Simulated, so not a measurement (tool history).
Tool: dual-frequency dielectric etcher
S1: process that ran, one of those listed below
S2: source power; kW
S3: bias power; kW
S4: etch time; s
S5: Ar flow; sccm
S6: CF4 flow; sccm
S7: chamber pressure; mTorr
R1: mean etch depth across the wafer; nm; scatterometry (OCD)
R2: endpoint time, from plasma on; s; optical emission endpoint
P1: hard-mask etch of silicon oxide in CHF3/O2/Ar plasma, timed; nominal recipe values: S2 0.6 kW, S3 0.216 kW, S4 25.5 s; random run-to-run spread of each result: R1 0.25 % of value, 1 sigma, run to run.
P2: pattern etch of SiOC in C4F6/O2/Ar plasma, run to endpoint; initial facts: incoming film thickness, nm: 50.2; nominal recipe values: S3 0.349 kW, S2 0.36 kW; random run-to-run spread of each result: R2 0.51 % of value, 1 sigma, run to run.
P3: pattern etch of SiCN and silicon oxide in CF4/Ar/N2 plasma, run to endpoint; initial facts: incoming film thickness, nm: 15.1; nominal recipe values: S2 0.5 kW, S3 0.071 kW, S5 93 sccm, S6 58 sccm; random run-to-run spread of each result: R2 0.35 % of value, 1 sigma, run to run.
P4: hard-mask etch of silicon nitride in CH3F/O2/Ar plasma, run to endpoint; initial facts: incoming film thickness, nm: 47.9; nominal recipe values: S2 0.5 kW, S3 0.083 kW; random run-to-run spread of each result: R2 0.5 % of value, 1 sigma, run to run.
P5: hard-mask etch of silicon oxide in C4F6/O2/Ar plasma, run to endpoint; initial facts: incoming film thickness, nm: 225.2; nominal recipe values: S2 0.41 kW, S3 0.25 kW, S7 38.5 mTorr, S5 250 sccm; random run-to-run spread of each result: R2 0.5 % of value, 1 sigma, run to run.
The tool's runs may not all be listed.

run 1 hour=6.4 | S1=P1 S2=0.6 S3=0.216 S4=25.5 | R1=52.844
run 2 hour=14.5 | S1=P1 S2=0.6 S3=0.216 S4=25.5 | R1=52.829
run 3 hour=22.7 | S1=P3 S2=0.5 S3=0.071 S5=57 S6=58 | R2=14.634
run 4 hour=29.7 | S1=P4 S2=0.69 S3=0.083 | R2=53.287
run 5 hour=36 | S1=P5 S2=0.41 S3=0.25 S5=250 S7=38.5 | R2=63.327
run 6 hour=42.5 | S1=P1 S2=0.6 S3=0.216 S4=25.5 | R1=52.628
run 7 hour=53.5 | S1=P1 S2=0.6 S3=0.216 S4=38 | R1=78.606
run 8 hour=64.6 | S1=P1 S2=0.6 S3=0.216 S4=19.5 | R1=40.543
run 9 hour=69.8 | S1=P3 S2=0.5 S3=0.071 S5=93 S6=58 | R2=15.739
-- hour=71.8 source power generator calibrated
run 10 hour=76.9 | S1=P1 S2=0.6 S3=0.216 S4=25.5 | R1=52.946
run 11 hour=88 | S1=P1 S2=0.6 S3=0.216 S4=25.5 | R1=52.905
run 12 hour=94.4 | S1=P1 S2=0.6 S3=0.27 S4=25.5 | R1=57.495
run 13 hour=104.2 | S1=P5 S2=0.41 S3=0.25 S5=250 S7=38.5 | R2=62.773
run 14 hour=112.8 | S1=P1 S2=0.6 S3=0.216 S4=25.5 | R1=52.949
run 15 hour=120.8 | S1=P1 S2=0.6 S3=0.156 S4=25.5 | R1=47.37
run 16 hour=126.3 | S1=P5 S2=0.41 S3=0.346 S5=250 S7=38.5 | R2=56.872
run 17 hour=134.9 | S1=P2 S2=0.36 S3=0.349 | R2=19.766
run 18 hour=141.3 | S1=P2 S2=0.36 S3=0.349 | R2=19.733
run 19 hour=152.1 | S1=P5 S2=0.53 S3=0.25 S5=250 S7=38.5 | R2=57.272
run 20 hour=159.8 | S1=P2 S2=0.36 S3=0.207 | R2=23.507
run 21 hour=170.2 | S1=P4 S2=0.5 S3=0.083 | R2=60.138
run 22 hour=178.9 | S1=P5 S2=0.41 S3=0.25 S5=352 S7=38.5 | R2=66.076
run 23 hour=189.6 | S1=P4 S2=0.5 S3=0.116 | R2=52.95
run 24 hour=197.5 | S1=P3 S2=0.5 S3=0.071 S5=93 S6=34 | R2=17.28
run 25 hour=208.4 | S1=P5 S2=0.41 S3=0.25 S5=250 S7=45.5 | R2=64.677
run 26 hour=216.8 | S1=P1 S2=0.38 S3=0.216 S4=25.5 | R1=44.645
run 27 hour=224.7 | S1=P1 S2=0.6 S3=0.271 S4=33 | R1=74.251
run 28 hour=233.8 | S1=P3 S2=0.63 S3=0.071 S5=93 S6=58 | R2=12.852
run 29 hour=240.4 | S1=P1 S2=0.77 S3=0.216 S4=25.5 | R1=58.193
run 30 hour=247.7 | S1=P2 S2=0.49 S3=0.349 | R2=17.793
run 31 hour=256.3 | S1=P3 S2=0.5 S3=0.042 S5=93 S6=58 | R2=18.632
run 32 hour=265.7 | S1=P1 S2=0.6 S3=0.216 S4=25.5 | R1=52.566
run 33 hour=274.3 | S1=P1 S2=0.6 S3=0.216 S4=25.5 | R1=53.188
run 34 hour=283.4 | S1=P1 S2=0.6 S3=0.216 S4=25.5 | R1=53.241
run 35 hour=291.5 | S1=P1 S2=0.6 S3=0.216 S4=25.5 | R1=53.328
-- hour=292.3 wet clean of the chamber
run 36 hour=301.6 | S1=P1 S2=0.6 S3=0.216 S4=25.5 | R1=53.402
run 37 hour=311.8 | S1=P1 S2=0.6 S3=0.216 S4=25.5 | R1=53.344
run 38 hour=318.8 | S1=P1 S2=0.6 S3=0.216 S4=25.5 | R1=53.457

What P1 gives has crept off from where it sat before. The 2 causes that follow fit the log equally well, each at the size noted:
A: bias power that arrives over what is set, % = 3.81
B: source power that arrives over what is set, % = 3.51
The creep began at about hour 265.7.
Why every other cause is out:
chamber walls in a state that raises the etch rate, %: maintenance at hour 292.3, after the shift began, did not return the process to its former output

You are offered 4 check runs, listed below with question marks in place of their results; each one averages 2 wafers. Which run separates the listed causes by giving clearly different results for each?
run check 1 hour=325.8 | S1=P3 S2=0.5 S3=0.046 S5=69 S6=58 | R2=?
run check 2 hour=325.8 | S1=P5 S2=0.41 S3=0.327 S5=344 S7=38.5 | R2=?
run check 3 hour=325.8 | S1=P2 S2=0.49 S3=0.296 | R2=?
run check 4 hour=325.8 | S1=P4 S2=0.63 S3=0.115 | R2=?

What every check run would give for each of its results, assuming each possible cause in turn:
check=check_1 result=R2 if_A=17.047 if_B=16.708
check=check_2 result=R2 if_A=59.165 if_B=59.181
check=check_3 result=R2 if_A=18.365 if_B=18.357
check=check_4 result=R2 if_A=48.231 if_B=48.273
Minimum pairwise separation of causes per check, each pair taken at its best-separating result: check 1 2.01 %; check 2 0.03 %; check 3 0.04 %; check 4 0.09 %
The causes can be told apart only by check 1. The other checks would give nearly the same results under each of them.

Then check 1 was run and gave: R2 17.053 s. Which cause is it?

A is the cause: bias power that arrives over what is set, %.
